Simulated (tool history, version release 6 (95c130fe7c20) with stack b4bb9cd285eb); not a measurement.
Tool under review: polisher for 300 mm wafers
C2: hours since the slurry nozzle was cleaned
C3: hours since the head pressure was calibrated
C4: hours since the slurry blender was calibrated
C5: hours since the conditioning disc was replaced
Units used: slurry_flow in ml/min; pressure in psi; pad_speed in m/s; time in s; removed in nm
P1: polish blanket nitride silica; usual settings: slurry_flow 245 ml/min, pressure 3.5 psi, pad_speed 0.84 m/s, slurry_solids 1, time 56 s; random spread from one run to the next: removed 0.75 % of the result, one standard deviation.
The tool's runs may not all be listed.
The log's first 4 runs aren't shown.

Run 5, hour 16.4: slurry_flow 245 ml/min, pressure 3.5 psi, pad_speed 0.84 m/s, slurry_solids 1, time 26 s; wafers polished on this pad 615; C2 256.8; C3 560.3; C4 132.4; C5 70.8. Result: removed 14.621 nm.
Run 6, hour 19.5: slurry_flow 375 ml/min, pressure 3.5 psi, pad_speed 0.84 m/s, slurry_solids 1, time 56 s; wafers polished on this pad 650; C2 259.9; C3 563.4; C4 135.5; C5 73.9. Result: removed 32.583 nm.
Run 7, hour 23.5: slurry_flow 245 ml/min, pressure 3.5 psi, pad_speed 0.84 m/s, slurry_solids 0.6, time 81 s; wafers polished on this pad 695; C2 263.9; C3 567.4; C4 139.5; C5 77.9. Result: removed 34.69 nm.
Run 8, hour 27.1: slurry_flow 245 ml/min, pressure 2.7 psi, pad_speed 0.84 m/s, slurry_solids 1.25, time 56 s; wafers polished on this pad 735; C2 267.5; C3 571; C4 143.1; C5 81.5. Result: removed 27.346 nm.
Run 9, hour 30.4: slurry_flow 245 ml/min, pressure 3.5 psi, pad_speed 0.84 m/s, slurry_solids 1, time 56 s; wafers polished on this pad 772; C2 270.8; C3 574.3; C4 146.4; C5 84.8. Result: removed 32.189 nm.
Run 10, hour 35: slurry_flow 245 ml/min, pressure 3.5 psi, pad_speed 0.84 m/s, slurry_solids 1, time 56 s; wafers polished on this pad 824; C2 275.4; C3 578.9; C4 151; C5 89.4. Result: removed 31.598 nm.
At hour 37.6: worn pad replaced by a new one.
Run 11, hour 38: slurry_flow 145 ml/min, pressure 3.5 psi, pad_speed 0.84 m/s, slurry_solids 1, time 56 s; wafers polished on this pad 5; C2 278.4; C3 581.9; C4 154; C5 92.4. Result: removed 29.447 nm.
Run 12, hour 40.9: slurry_flow 245 ml/min, pressure 3.5 psi, pad_speed 0.84 m/s, slurry_solids 0.55, time 56 s; wafers polished on this pad 37; C2 281.3; C3 584.8; C4 156.9; C5 95.3. Result: removed 23.31 nm.
Run 13, hour 45.6: slurry_flow 245 ml/min, pressure 3.5 psi, pad_speed 0.84 m/s, slurry_solids 1, time 56 s; wafers polished on this pad 90; C2 286; C3 589.5; C4 161.6; C5 100. Result: removed 31.88 nm.
Run 14, hour 49: slurry_flow 245 ml/min, pressure 3.5 psi, pad_speed 1.34 m/s, slurry_solids 1, time 56 s; wafers polished on this pad 129; C2 289.4; C3 592.9; C4 165; C5 103.4. Result: removed 46.265 nm.
Run 15, hour 51.3: slurry_flow 245 ml/min, pressure 3.5 psi, pad_speed 0.84 m/s, slurry_solids 1, time 56 s; wafers polished on this pad 154; C2 291.7; C3 595.2; C4 167.3; C5 105.7. Result: removed 31.718 nm.
Run 16, hour 53.6: slurry_flow 245 ml/min, pressure 3.5 psi, pad_speed 0.84 m/s, slurry_solids 1, time 56 s; wafers polished on this pad 180; C2 294; C3 597.5; C4 169.6; C5 108. Result: removed 31.451 nm.
Run 17, hour 55.8: slurry_flow 245 ml/min, pressure 3.5 psi, pad_speed 0.84 m/s, slurry_solids 1, time 77 s; wafers polished on this pad 205; C2 296.2; C3 599.7; C4 171.8; C5 110.2. Result: removed 43.563 nm.
At hour 59: slurry blender recalibrated.
At hour 59.9: conditioning disc replaced and pad reconditioned.
Run 18, hour 60.4: slurry_flow 245 ml/min, pressure 3.5 psi, pad_speed 0.54 m/s, slurry_solids 1, time 56 s; wafers polished on this pad 257; C2 300.8; C3 604.3; C4 1.4; C5 0.6. Result: removed 22.401 nm.
Run 19, hour 64.9: slurry_flow 245 ml/min, pressure 3.5 psi, pad_speed 0.84 m/s, slurry_solids 1.5, time 56 s; wafers polished on this pad 307; C2 305.3; C3 608.8; C4 5.9; C5 5.1. Result: removed 37.087 nm.
Run 20, hour 69.5: slurry_flow 245 ml/min, pressure 3.5 psi, pad_speed 0.84 m/s, slurry_solids 1, time 56 s; wafers polished on this pad 359; C2 309.9; C3 613.4; C4 10.5; C5 9.7. Result: removed 31.641 nm.
Run 21, hour 72.9: slurry_flow 245 ml/min, pressure 3.5 psi, pad_speed 0.84 m/s, slurry_solids 1, time 56 s; wafers polished on this pad 397; C2 313.3; C3 616.8; C4 13.9; C5 13.1. Result: removed 30.553 nm.
Run 22, hour 77.2: slurry_flow 245 ml/min, pressure 3.5 psi, pad_speed 0.84 m/s, slurry_solids 1, time 56 s; wafers polished on this pad 446; C2 317.6; C3 621.1; C4 18.2; C5 17.4. Result: removed 30.272 nm.
Run 23, hour 81.7: slurry_flow 245 ml/min, pressure 3.5 psi, pad_speed 0.84 m/s, slurry_solids 1, time 56 s; wafers polished on this pad 496; C2 322.1; C3 625.6; C4 22.7; C5 21.9. Result: removed 29.219 nm.
Run 24, hour 85.3: slurry_flow 245 ml/min, pressure 3.5 psi, pad_speed 0.84 m/s, slurry_solids 1, time 56 s; wafers polished on this pad 537; C2 325.7; C3 629.2; C4 26.3; C5 25.5. Result: removed 28.733 nm.
At hour 87.3: conditioning disc replaced and pad reconditioned.
At hour 88.1: worn pad replaced by a new one.
At hour 89: slurry nozzle cleaned.
Run 25, hour 89.7: slurry_flow 245 ml/min, pressure 3.5 psi, pad_speed 0.84 m/s, slurry_solids 1, time 56 s; wafers polished on this pad 19; C2 0.7; C3 633.6; C4 30.7; C5 2.5. Result: removed 28.517 nm.

Predict the results of run 26:
Run 26, hour 93.8: slurry_flow 245 ml/min, pressure 3.5 psi, pad_speed 0.84 m/s, slurry_solids 1, time 56 s; wafers polished on this pad 65; C2 4.8; C3 637.7; C4 34.8; C5 6.6. Result: removed ?.

removed: 28.67 nm
